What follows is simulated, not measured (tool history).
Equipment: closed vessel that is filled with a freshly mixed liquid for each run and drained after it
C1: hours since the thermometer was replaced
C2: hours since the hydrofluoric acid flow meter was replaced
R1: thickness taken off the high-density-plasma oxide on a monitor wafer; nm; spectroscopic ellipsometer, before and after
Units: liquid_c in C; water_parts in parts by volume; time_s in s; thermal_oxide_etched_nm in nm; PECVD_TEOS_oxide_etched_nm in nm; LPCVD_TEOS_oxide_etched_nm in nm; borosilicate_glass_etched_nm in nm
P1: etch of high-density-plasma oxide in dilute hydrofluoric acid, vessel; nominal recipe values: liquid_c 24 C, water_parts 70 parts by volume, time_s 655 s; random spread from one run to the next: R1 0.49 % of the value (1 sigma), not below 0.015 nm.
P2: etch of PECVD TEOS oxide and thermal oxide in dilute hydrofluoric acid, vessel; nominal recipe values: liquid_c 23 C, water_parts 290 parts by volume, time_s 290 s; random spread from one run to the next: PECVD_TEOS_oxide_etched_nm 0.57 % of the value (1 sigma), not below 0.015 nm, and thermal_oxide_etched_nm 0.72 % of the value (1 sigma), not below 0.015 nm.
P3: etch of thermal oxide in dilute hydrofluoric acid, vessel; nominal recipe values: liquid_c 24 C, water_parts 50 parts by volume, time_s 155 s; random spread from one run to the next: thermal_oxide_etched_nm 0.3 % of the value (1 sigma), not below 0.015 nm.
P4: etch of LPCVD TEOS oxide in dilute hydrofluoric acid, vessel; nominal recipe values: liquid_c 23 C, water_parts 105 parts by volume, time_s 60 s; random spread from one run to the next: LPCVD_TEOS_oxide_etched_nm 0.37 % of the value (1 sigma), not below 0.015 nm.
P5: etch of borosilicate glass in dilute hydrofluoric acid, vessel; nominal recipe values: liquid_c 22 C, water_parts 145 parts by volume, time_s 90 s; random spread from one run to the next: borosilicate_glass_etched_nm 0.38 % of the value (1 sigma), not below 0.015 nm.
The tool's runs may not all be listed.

Run 1, day 0.317: process P1, liquid_c 24 C, water_parts 70 parts by volume, time_s 655 s; C1 411.9; C2 240.4. Result: R1 49.423 nm.
Run 2, day 0.5: process P3, liquid_c 24 C, water_parts 50 parts by volume, time_s 155 s; C1 416.3; C2 244.8. Result: thermal_oxide_etched_nm 16.045 nm.
Run 3, day 0.712: process P3, liquid_c 31.5 C, water_parts 50 parts by volume, time_s 155 s; C1 421.4; C2 249.9. Result: thermal_oxide_etched_nm 21.628 nm.
Run 4, day 0.979: process P1, liquid_c 24 C, water_parts 70 parts by volume, time_s 655 s; C1 427.8; C2 256.3. Result: R1 49.185 nm.
Run 5, day 1.275: process P2, liquid_c 27.5 C, water_parts 290 parts by volume, time_s 290 s; C1 434.9; C2 263.4. Result: thermal_oxide_etched_nm 3.9714 nm, PECVD_TEOS_oxide_etched_nm 8.8895 nm.
At day 1.417: thermometer replaced.
Run 6, day 1.612: process P4, liquid_c 23 C, water_parts 105 parts by volume, time_s 30 s; C1 4.7; C2 271.5. Result: LPCVD_TEOS_oxide_etched_nm 6.0283 nm.
Run 7, day 1.9: process P1, liquid_c 24 C, water_parts 20 parts by volume, time_s 655 s; C1 11.6; C2 278.4. Result: R1 185.29 nm.
Run 8, day 2.229: process P3, liquid_c 24 C, water_parts 50 parts by volume, time_s 155 s; C1 19.5; C2 286.3. Result: thermal_oxide_etched_nm 16.09 nm.
Run 9, day 2.608: process P1, liquid_c 24 C, water_parts 70 parts by volume, time_s 1140 s; C1 28.6; C2 295.4. Result: R1 85.672 nm.
Run 10, day 2.962: process P1, liquid_c 24 C, water_parts 110 parts by volume, time_s 655 s; C1 37.1; C2 303.9. Result: R1 30.016 nm.
Run 11, day 3.283: process P1, liquid_c 24 C, water_parts 70 parts by volume, time_s 75 s; C1 44.8; C2 311.6. Result: R1 5.6455 nm.
Run 12, day 3.546: process P5, liquid_c 22 C, water_parts 145 parts by volume, time_s 90 s; C1 51.1; C2 317.9. Result: borosilicate_glass_etched_nm 17.297 nm.
Run 13, day 3.833: process P4, liquid_c 23 C, water_parts 105 parts by volume, time_s 60 s; C1 58; C2 324.8. Result: LPCVD_TEOS_oxide_etched_nm 12.12 nm.
Run 14, day 4.092: process P5, liquid_c 22 C, water_parts 35 parts by volume, time_s 90 s; C1 64.2; C2 331. Result: borosilicate_glass_etched_nm 82.006 nm.
Run 15, day 4.488: process P2, liquid_c 23 C, water_parts 290 parts by volume, time_s 290 s; C1 73.7; C2 340.5. Result: thermal_oxide_etched_nm 3.3914 nm, PECVD_TEOS_oxide_etched_nm 7.6075 nm.
Run 16, day 4.658: process P3, liquid_c 24 C, water_parts 50 parts by volume, time_s 75 s; C1 77.8; C2 344.6. Result: thermal_oxide_etched_nm 7.7498 nm.
Run 17, day 4.867: process P1, liquid_c 24 C, water_parts 70 parts by volume, time_s 655 s; C1 82.8; C2 349.6. Result: R1 49.664 nm.
Run 18, day 5.167: process P1, liquid_c 20 C, water_parts 70 parts by volume, time_s 970 s; C1 90; C2 356.8. Result: R1 62.22 nm.
Run 19, day 5.512: process P5, liquid_c 17 C, water_parts 145 parts by volume, time_s 90 s; C1 98.3; C2 365.1. Result: borosilicate_glass_etched_nm 14.135 nm.
Run 20, day 5.804: process P1, liquid_c 24 C, water_parts 70 parts by volume, time_s 655 s; C1 105.3; C2 372.1. Result: R1 49.084 nm.
Run 21, day 6.025: process P3, liquid_c 24 C, water_parts 90 parts by volume, time_s 155 s; C1 110.6; C2 377.4. Result: thermal_oxide_etched_nm 8.4336 nm.
Run 22, day 6.329: process P4, liquid_c 23 C, water_parts 50 parts by volume, time_s 60 s; C1 117.9; C2 384.7. Result: LPCVD_TEOS_oxide_etched_nm 27.134 nm.
Run 23, day 6.667: process P5, liquid_c 22 C, water_parts 145 parts by volume, time_s 30 s; C1 126; C2 392.8. Result: borosilicate_glass_etched_nm 5.8156 nm.
Run 24, day 7.004: process P4, liquid_c 28.5 C, water_parts 105 parts by volume, time_s 60 s; C1 134.1; C2 400.9. Result: LPCVD_TEOS_oxide_etched_nm 14.887 nm.
Run 25, day 7.325: process P1, liquid_c 19.5 C, water_parts 70 parts by volume, time_s 655 s; C1 141.8; C2 408.6. Result: R1 41.241 nm.
Run 26, day 7.521: process P2, liquid_c 23 C, water_parts 290 parts by volume, time_s 450 s; C1 146.5; C2 413.3. Result: thermal_oxide_etched_nm 5.3673 nm, PECVD_TEOS_oxide_etched_nm 11.928 nm.
Run 27, day 7.738: process P1, liquid_c 24 C, water_parts 70 parts by volume, time_s 655 s; C1 151.7; C2 418.5. Result: R1 49.692 nm.
Run 28, day 8.079: process P5, liquid_c 22 C, water_parts 145 parts by volume, time_s 90 s; C1 159.9; C2 426.7. Result: borosilicate_glass_etched_nm 17.379 nm.
Run 29, day 8.362: process P1, liquid_c 31.5 C, water_parts 70 parts by volume, time_s 655 s; C1 166.7; C2 433.5. Result: R1 66.653 nm.
Run 30, day 8.554: process P2, liquid_c 23 C, water_parts 420 parts by volume, time_s 290 s; C1 171.3; C2 438.1. Result: thermal_oxide_etched_nm 2.1306 nm, PECVD_TEOS_oxide_etched_nm 4.6595 nm.
Run 31, day 8.804: process P1, liquid_c 24 C, water_parts 70 parts by volume, time_s 655 s; C1 177.3; C2 444.1. Result: R1 49.495 nm.
Run 32, day 9.192: process P1, liquid_c 24 C, water_parts 70 parts by volume, time_s 655 s; C1 186.6; C2 453.4. Result: R1 47.925 nm.
Run 33, day 9.45: process P1, liquid_c 24 C, water_parts 70 parts by volume, time_s 655 s; C1 192.8; C2 459.6. Result: R1 47.062 nm.
Run 34, day 9.671: process P1, liquid_c 24 C, water_parts 70 parts by volume, time_s 655 s; C1 198.1; C2 464.9. Result: R1 46.586 nm.
Run 35, day 9.883: process P1, liquid_c 24 C, water_parts 70 parts by volume, time_s 655 s; C1 203.2; C2 470. Result: R1 46.734 nm.
Run 36, day 10.254: process P1, liquid_c 24 C, water_parts 70 parts by volume, time_s 655 s; C1 212.1; C2 478.9. Result: R1 46.59 nm.
Run 37, day 10.629: process P1, liquid_c 24 C, water_parts 70 parts by volume, time_s 655 s; C1 221.1; C2 487.9. Result: R1 45.691 nm.
Run 38, day 10.992: process P1, liquid_c 24 C, water_parts 70 parts by volume, time_s 655 s; C1 229.8; C2 496.6. Result: R1 45.768 nm.
Run 39, day 11.329: process P1, liquid_c 24 C, water_parts 70 parts by volume, time_s 655 s; C1 237.9; C2 504.7. Result: R1 45.337 nm.
Run 40, day 11.704: process P1, liquid_c 24 C, water_parts 70 parts by volume, time_s 655 s; C1 246.9; C2 513.7. Result: R1 45.569 nm.
Run 41, day 12.071: process P1, liquid_c 24 C, water_parts 70 parts by volume, time_s 655 s; C1 255.7; C2 522.5. Result: R1 45.779 nm.
Run 42, day 12.425: process P1, liquid_c 24 C, water_parts 70 parts by volume, time_s 655 s; C1 264.2; C2 531. Result: R1 45.076 nm.

What P1 gives has crept away from where it was. These 2 causes fit the log equally well, each at the size given:
A: hydrofluoric acid flow below the setpoint (%) = 7.24
B: liquid colder than its thermometer reads (K) = 2.02
Onset of the creep was near day 8.804.

Which of the check runs below tells the causes apart, meaning the causes would give it clearly different results? Each run uses 2 wafers whose results are averaged, and each result is shown as a question mark.
Run check 1, day 12.779: process P5, liquid_c 22 C, water_parts 40 parts by volume, time_s 90 s. Result: borosilicate_glass_etched_nm ?.
Run check 2, day 12.779: process P3, liquid_c 24 C, water_parts 80 parts by volume, time_s 155 s. Result: thermal_oxide_etched_nm ?.
Run check 3, day 12.779: process P2, liquid_c 23 C, water_parts 385 parts by volume, time_s 290 s. Result: thermal_oxide_etched_nm ?, PECVD_TEOS_oxide_etched_nm ?.
Run check 4, day 12.779: process P4, liquid_c 23 C, water_parts 60 parts by volume, time_s 30 s. Result: LPCVD_TEOS_oxide_etched_nm ?.

If the cause were each of the candidates in turn, the checks would give the following:
  check                        result    if A    if B
check 1  borosilicate_glass_etched_nm  65.979   65.54
check 2       thermal_oxide_etched_nm  8.8788  8.8881
check 3       thermal_oxide_etched_nm  2.1379  2.2092
check 3    PECVD_TEOS_oxide_etched_nm  4.7545   4.913
check 4    LPCVD_TEOS_oxide_etched_nm  10.317  10.288
Minimum pairwise separation of causes per check, each pair taken at its best-separating result: check 1 0.67 %; check 2 0.1 %; check 3 3.28 %; check 4 0.28 %
Check 3 tells the causes apart: in the others they would give nearly the same result.

Then check 3 was run and gave: thermal_oxide_etched_nm 2.2068 nm; PECVD_TEOS_oxide_etched_nm 4.9126 nm. Which cause is it?

Of the candidate causes, it is B: liquid colder than its thermometer reads (K).

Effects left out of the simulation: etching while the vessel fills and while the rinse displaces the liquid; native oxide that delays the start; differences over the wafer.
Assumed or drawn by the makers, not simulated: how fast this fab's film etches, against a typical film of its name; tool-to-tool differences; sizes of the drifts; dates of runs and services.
